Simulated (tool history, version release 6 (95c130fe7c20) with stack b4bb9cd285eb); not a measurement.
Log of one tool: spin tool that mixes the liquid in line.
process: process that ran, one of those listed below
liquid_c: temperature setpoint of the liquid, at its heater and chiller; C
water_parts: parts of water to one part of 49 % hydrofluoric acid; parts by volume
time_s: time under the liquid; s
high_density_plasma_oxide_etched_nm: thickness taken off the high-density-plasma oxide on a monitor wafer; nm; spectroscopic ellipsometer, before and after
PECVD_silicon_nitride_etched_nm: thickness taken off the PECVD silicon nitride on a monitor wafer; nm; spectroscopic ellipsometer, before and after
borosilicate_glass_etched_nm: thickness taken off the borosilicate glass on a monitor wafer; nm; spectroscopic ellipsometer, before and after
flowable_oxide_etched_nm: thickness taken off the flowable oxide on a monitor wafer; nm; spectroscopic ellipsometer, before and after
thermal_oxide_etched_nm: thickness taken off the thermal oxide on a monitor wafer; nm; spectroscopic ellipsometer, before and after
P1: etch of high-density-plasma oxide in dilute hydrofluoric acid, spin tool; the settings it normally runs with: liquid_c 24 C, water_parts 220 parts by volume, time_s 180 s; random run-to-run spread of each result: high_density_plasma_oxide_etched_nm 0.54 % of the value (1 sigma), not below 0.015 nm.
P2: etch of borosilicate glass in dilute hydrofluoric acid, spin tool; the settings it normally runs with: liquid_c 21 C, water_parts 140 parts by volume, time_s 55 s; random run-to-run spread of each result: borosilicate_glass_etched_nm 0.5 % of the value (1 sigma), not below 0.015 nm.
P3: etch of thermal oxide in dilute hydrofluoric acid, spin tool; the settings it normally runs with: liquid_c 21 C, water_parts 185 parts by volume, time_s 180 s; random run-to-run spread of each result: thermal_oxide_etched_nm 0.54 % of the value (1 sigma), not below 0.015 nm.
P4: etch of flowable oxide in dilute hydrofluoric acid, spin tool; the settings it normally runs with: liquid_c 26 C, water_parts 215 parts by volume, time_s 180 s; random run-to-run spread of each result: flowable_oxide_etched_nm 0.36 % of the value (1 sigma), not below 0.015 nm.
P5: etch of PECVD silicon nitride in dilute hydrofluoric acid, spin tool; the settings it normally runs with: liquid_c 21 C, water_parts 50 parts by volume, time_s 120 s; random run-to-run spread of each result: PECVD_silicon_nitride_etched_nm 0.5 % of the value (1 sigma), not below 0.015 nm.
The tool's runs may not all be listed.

run    day  process  liquid_c  water_parts  time_s  high_density_plasma_oxide_etched_nm  PECVD_silicon_nitride_etched_nm  borosilicate_glass_etched_nm  flowable_oxide_etched_nm  thermal_oxide_etched_nm
  1  0.408       P1        24          220     180                               4.7114
  2  0.958       P5        21           25     120                                                                17.652
  3    1.4       P1        24          220     180                               4.6391
  4  1.962       P1        24           65     180                               18.992
  5  2.342       P2        21           35      55                                                                                               49.93
  6  2.633       P1        28          220     180                               5.3997
  7  3.138       P1        24          220     180                               4.6175
     3.304  -- hydrofluoric acid flow meter replaced
  8  3.667       P1        24          220     290                               7.5794
  9  4.025       P1        29          390     180                               2.6552
 10  4.333       P4        26          215     180                                                                                                                        37.317
 11  4.733       P3        27          185     180                                                                                                                                                 4.8534
 12  5.117       P2        21          140      55                                                                                              11.028
 13  5.554       P4        26          215     180                                                                                                                         37.65
 14    6.1       P3        21          280     180                                                                                                                                                 2.3233
 15    6.5       P5        21           50     200                                                                 14.86
 16  6.996       P2        21          140      15                                                                                              2.9969
 17  7.504       P1        24          345     180                               2.6128
 18  7.958       P5        21           50     120                                                                8.9401
 19  8.342       P4        26          365     180                                                                                                                        18.954
 20   8.65       P3        21          185     180                                                                                                                                                 3.9004
 21  9.029       P1      27.5           90     180                               15.455
 22  9.354       P1      31.5          135     180                               11.099
 23  9.671       P4      18.5          215     180                                                                                                                        28.353
 24  10.15       P2        21          140      55                                                                                              11.041

Predict the results of run 25:
 25  10.725       P1        20          220     180                                    ?

Run 25 produced high_density_plasma_oxide_etched_nm 4.0058 nm.

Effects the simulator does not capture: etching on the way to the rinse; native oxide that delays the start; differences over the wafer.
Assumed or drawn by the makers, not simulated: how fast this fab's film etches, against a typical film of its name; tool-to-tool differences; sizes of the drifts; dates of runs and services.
